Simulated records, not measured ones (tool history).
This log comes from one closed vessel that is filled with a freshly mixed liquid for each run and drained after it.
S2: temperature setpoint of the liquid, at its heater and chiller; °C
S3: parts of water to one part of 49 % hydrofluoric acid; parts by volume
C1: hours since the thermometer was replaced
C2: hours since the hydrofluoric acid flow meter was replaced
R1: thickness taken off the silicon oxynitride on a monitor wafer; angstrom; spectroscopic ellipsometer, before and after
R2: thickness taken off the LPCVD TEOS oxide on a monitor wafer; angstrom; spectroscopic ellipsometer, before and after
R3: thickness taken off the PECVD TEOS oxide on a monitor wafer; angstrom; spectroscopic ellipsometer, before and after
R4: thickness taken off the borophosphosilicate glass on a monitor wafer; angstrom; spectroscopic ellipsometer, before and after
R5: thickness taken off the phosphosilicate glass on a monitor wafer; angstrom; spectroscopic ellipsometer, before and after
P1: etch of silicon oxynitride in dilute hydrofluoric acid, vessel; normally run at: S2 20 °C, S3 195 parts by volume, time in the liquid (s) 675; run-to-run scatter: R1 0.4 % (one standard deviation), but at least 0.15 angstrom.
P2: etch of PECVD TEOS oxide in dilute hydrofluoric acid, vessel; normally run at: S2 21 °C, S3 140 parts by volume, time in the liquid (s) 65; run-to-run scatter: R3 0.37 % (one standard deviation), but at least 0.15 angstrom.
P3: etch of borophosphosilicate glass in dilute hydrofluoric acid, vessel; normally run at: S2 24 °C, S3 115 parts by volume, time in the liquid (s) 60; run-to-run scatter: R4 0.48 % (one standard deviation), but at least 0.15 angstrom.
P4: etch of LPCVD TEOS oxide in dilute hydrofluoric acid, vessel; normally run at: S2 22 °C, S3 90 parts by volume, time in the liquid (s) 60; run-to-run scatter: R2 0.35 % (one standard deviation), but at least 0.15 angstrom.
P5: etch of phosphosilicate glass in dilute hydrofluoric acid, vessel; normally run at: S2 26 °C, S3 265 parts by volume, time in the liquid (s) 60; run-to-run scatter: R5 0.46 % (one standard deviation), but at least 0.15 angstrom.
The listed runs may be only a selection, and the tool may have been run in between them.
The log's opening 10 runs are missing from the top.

Run 11, day 2.908: process that ran P5, S2 26 °C, S3 265 parts by volume, time in the liquid (s) 60; C1 542.5; C2 627.6. Result: R5 338.06 angstrom.
Run 12, day 3.171: process that ran P1, S2 20 °C, S3 310 parts by volume, time in the liquid (s) 675; C1 548.8; C2 633.9. Result: R1 42.857 angstrom.
Run 13, day 3.362: process that ran P2, S2 21 °C, S3 140 parts by volume, time in the liquid (s) 65; C1 553.4; C2 638.5. Result: R3 62.903 angstrom.
Run 14, day 3.517: process that ran P1, S2 20 °C, S3 195 parts by volume, time in the liquid (s) 675; C1 557.1; C2 642.2. Result: R1 73.048 angstrom.
Run 15, day 3.767: process that ran P2, S2 17 °C, S3 140 parts by volume, time in the liquid (s) 65; C1 563.1; C2 648.2. Result: R3 53.071 angstrom.
Run 16, day 3.992: process that ran P5, S2 26 °C, S3 460 parts by volume, time in the liquid (s) 60; C1 568.5; C2 653.6. Result: R5 159.57 angstrom.
Run 17, day 4.138: process that ran P1, S2 20 °C, S3 195 parts by volume, time in the liquid (s) 1060; C1 572; C2 657.1. Result: R1 115.22 angstrom.
Run 18, day 4.433: process that ran P1, S2 25 °C, S3 265 parts by volume, time in the liquid (s) 675; C1 579.1; C2 664.2. Result: R1 63.545 angstrom.
Run 19, day 4.658: process that ran P5, S2 26 °C, S3 265 parts by volume, time in the liquid (s) 90; C1 584.5; C2 669.6. Result: R5 505.04 angstrom.
Run 20, day 4.871: process that ran P3, S2 24 °C, S3 115 parts by volume, time in the liquid (s) 30; C1 589.6; C2 674.7. Result: R4 158.79 angstrom.
Run 21, day 5.058: process that ran P5, S2 34 °C, S3 265 parts by volume, time in the liquid (s) 60; C1 594.1; C2 679.2. Result: R5 441.38 angstrom.
Run 22, day 5.329: process that ran P3, S2 24 °C, S3 20 parts by volume, time in the liquid (s) 60; C1 600.6; C2 685.7. Result: R4 2060.2 angstrom.
Run 23, day 5.467: process that ran P4, S2 17 °C, S3 90 parts by volume, time in the liquid (s) 60; C1 603.9; C2 689. Result: R2 270.45 angstrom.
Run 24, day 5.633: process that ran P1, S2 20 °C, S3 195 parts by volume, time in the liquid (s) 675; C1 607.9; C2 693. Result: R1 73.097 angstrom.
Run 25, day 5.85: process that ran P1, S2 20 °C, S3 195 parts by volume, time in the liquid (s) 330; C1 613.1; C2 698.2. Result: R1 35.123 angstrom.
Run 26, day 6.096: process that ran P5, S2 26 °C, S3 265 parts by volume, time in the liquid (s) 60; C1 619; C2 704.1. Result: R5 339.88 angstrom.
Run 27, day 6.412: process that ran P2, S2 21 °C, S3 30 parts by volume, time in the liquid (s) 65; C1 626.6; C2 711.7. Result: R3 331.17 angstrom.
Run 28, day 6.6: process that ran P1, S2 24 °C, S3 195 parts by volume, time in the liquid (s) 675; C1 631.1; C2 716.2. Result: R1 87.657 angstrom.
Run 29, day 6.846: process that ran P3, S2 31 °C, S3 115 parts by volume, time in the liquid (s) 60; C1 637; C2 722.1. Result: R4 410.69 angstrom.
Run 30, day 7.104: process that ran P4, S2 22 °C, S3 90 parts by volume, time in the liquid (s) 30; C1 643.2; C2 728.3. Result: R2 166.05 angstrom.
Run 31, day 7.283: process that ran P4, S2 22 °C, S3 90 parts by volume, time in the liquid (s) 60; C1 647.5; C2 732.6. Result: R2 335.12 angstrom.
Run 32, day 7.504: process that ran P1, S2 20 °C, S3 195 parts by volume, time in the liquid (s) 675; C1 652.8; C2 737.9. Result: R1 72.941 angstrom.
Run 33, day 7.804: process that ran P1, S2 27.5 °C, S3 295 parts by volume, time in the liquid (s) 675; C1 660; C2 745.1. Result: R1 62.297 angstrom.
Run 34, day 8.092: process that ran P1, S2 20 °C, S3 195 parts by volume, time in the liquid (s) 675; C1 666.9; C2 752. Result: R1 72.565 angstrom.
Run 35, day 8.329: process that ran P1, S2 20 °C, S3 195 parts by volume, time in the liquid (s) 675; C1 672.6; C2 757.7. Result: R1 75.418 angstrom.

Run 36 is up next; what results do you expect?
Run 36, day 8.529: process that ran P1, S2 20 °C, S3 195 parts by volume, time in the liquid (s) 675; C1 677.4; C2 762.5. Result: R1 ?.

R1: 76.162 angstrom

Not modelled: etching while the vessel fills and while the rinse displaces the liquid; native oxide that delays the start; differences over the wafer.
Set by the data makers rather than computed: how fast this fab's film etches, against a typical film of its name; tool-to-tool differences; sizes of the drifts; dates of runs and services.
